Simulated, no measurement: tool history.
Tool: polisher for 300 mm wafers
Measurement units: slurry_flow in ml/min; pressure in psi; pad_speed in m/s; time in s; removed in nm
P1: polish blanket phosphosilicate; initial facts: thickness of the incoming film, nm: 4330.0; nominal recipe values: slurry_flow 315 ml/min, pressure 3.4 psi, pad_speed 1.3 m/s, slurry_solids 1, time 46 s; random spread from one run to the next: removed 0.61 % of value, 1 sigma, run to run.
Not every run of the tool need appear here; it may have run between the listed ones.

run     day  slurry_flow  pressure  pad_speed  slurry_solids  time  removed
  1   0.758          315       3.4        1.3              1    46   516.18
  2   1.183          315       1.8        1.3              1    27   162.84
  3     1.8          315       3.4       1.72              1    46   652.52
  4   2.542          195       3.4        1.3              1    46   494.75
  5   3.004          315       3.4        1.3            0.6    46   396.47
  6   3.608          315       3.4        1.3              1    46   510.84
  7   4.083          315       3.4        1.3            1.3    46   577.14
  8   4.608          495       3.4        1.3              1    46   534.33
      4.962  -- head pressure recalibrated
  9     5.3          440       3.4       0.68              1    46   314.34
 10   5.738          315       2.1        1.3              1    46   320.62
 11   6.112          315       3.4        1.3              1    26   292.23
 12   6.642          230       3.4        1.3           1.45    46   584.56
 13   7.212          315       5.3        1.3              1    46   811.97
 14   7.925          315       3.4        1.3              1    46   514.28
 15   8.588          315       3.4        1.3              1    61   691.45
 16   9.342          315       3.4       0.92              1    46   392.69
 17   9.738          315       3.4        1.3              1    46   515.85
 18  10.129          315       3.4        1.3              1    46   519.04
 19  10.621          315       3.4        1.3              1    46   487.78
 20  11.117          315       3.4        1.3              1    46   467.22
     11.346  -- conditioning disc replaced and pad reconditioned
 21  11.738          315       3.4        1.3              1    46   457.19
 22  12.258          315       3.4        1.3              1    46   456.26
     12.346  -- head pressure recalibrated
 23  12.783          315       3.4        1.3              1    46   450.28
 24  13.388          315       3.4        1.3              1    46    448.6

P1 has crept away from where it was. The log is fitted equally well by each of these 2 causes, at the sizes shown:
A: removal rate lost through wear of the pad, % = 13.1
B: abrasive missing from the slurry, % = 24.8
At approximately day 10.129, the process output began to creep.
Ruled out, with reasons:
slurry flow missing at the pad, %: capped at 40; at that size removed would change by -5.5 %, too little to explain the creep or opposite to it
head's pressure below its setpoint, %: serviced at day 12.346, which brought nothing back
time polished since the conditioner stopped cutting, s: serviced at day 11.346, which brought nothing back

Consider the 4 check runs below, whose results appear as question marks and each of which averages 5 wafers. Which one distinguishes the causes, in that each cause would give it a clearly different result?
check 1  13.992          315       3.4        1.3            0.7    59        ?
check 2  13.992          315       3.4       1.04              1    46        ?
check 3  13.992          490       3.4        1.3              1    32        ?
check 4  13.992          315       5.3        1.3              1    46        ?

Expected result of each check under each candidate cause:
  check   result    if A    if B
check 1  removed  482.65     471
check 2  removed  376.11  376.38
check 3  removed  322.55  322.79
check 4  removed  700.87  701.38
Minimum pairwise separation of causes per check, each pair taken at its best-separating result: check 1 2.45 %; check 2 0.07 %; check 3 0.07 %; check 4 0.07 %
The other checks would show nearly matching results whichever cause is true, so check 1 is the only one that separates the causes.

After running check 1, the following was obtained: removed 471.15 nm. Which cause does this point to?

It was cause B: abrasive missing from the slurry, %.
